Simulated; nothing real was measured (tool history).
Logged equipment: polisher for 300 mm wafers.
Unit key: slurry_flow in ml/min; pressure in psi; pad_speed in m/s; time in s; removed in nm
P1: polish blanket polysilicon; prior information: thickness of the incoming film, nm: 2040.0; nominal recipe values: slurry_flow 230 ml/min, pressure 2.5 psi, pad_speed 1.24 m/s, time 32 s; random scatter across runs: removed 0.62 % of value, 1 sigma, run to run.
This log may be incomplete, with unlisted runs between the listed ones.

run	hour	slurry_flow	pressure	pad_speed	time	wafers polished on this pad	hours since the slurry nozzle was cleaned	hours since the head pressure was calibrated	removed
1	7.4	230	2.5	1.24	32	840	93.8	166.1	338.13
2	16.2	140	2.5	1.24	32	969	102.6	174.9	312.07
3	21.1	295	2.5	0.92	32	1040	107.5	179.8	257.33
4	29.6	335	2.5	1.24	32	1165	116.0	188.3	349.26
5	37.4	230	2.5	1.24	32	1279	123.8	196.1	338.14
6	46.3	230	3.9	1.24	32	1409	132.7	205.0	531.39
7	53.4	230	2.5	1.24	50	1513	139.8	212.1	531.46
8	58.3	230	2.5	1.80	32	1585	144.7	217.0	486.39
# hour 59.7: head pressure recalibrated
9	68.9	230	2.5	1.24	32	1740	155.3	9.2	338.42
10	79.7	230	2.5	1.24	23	1898	166.1	20.0	242.31
11	90.7	230	2.5	1.24	32	2059	177.1	31.0	341.55

Predict the results of run 12:
12	99.7	230	2.5	0.58	32	2190	186.1	40.0	?

Run 12 measured removed 156.70 nm.

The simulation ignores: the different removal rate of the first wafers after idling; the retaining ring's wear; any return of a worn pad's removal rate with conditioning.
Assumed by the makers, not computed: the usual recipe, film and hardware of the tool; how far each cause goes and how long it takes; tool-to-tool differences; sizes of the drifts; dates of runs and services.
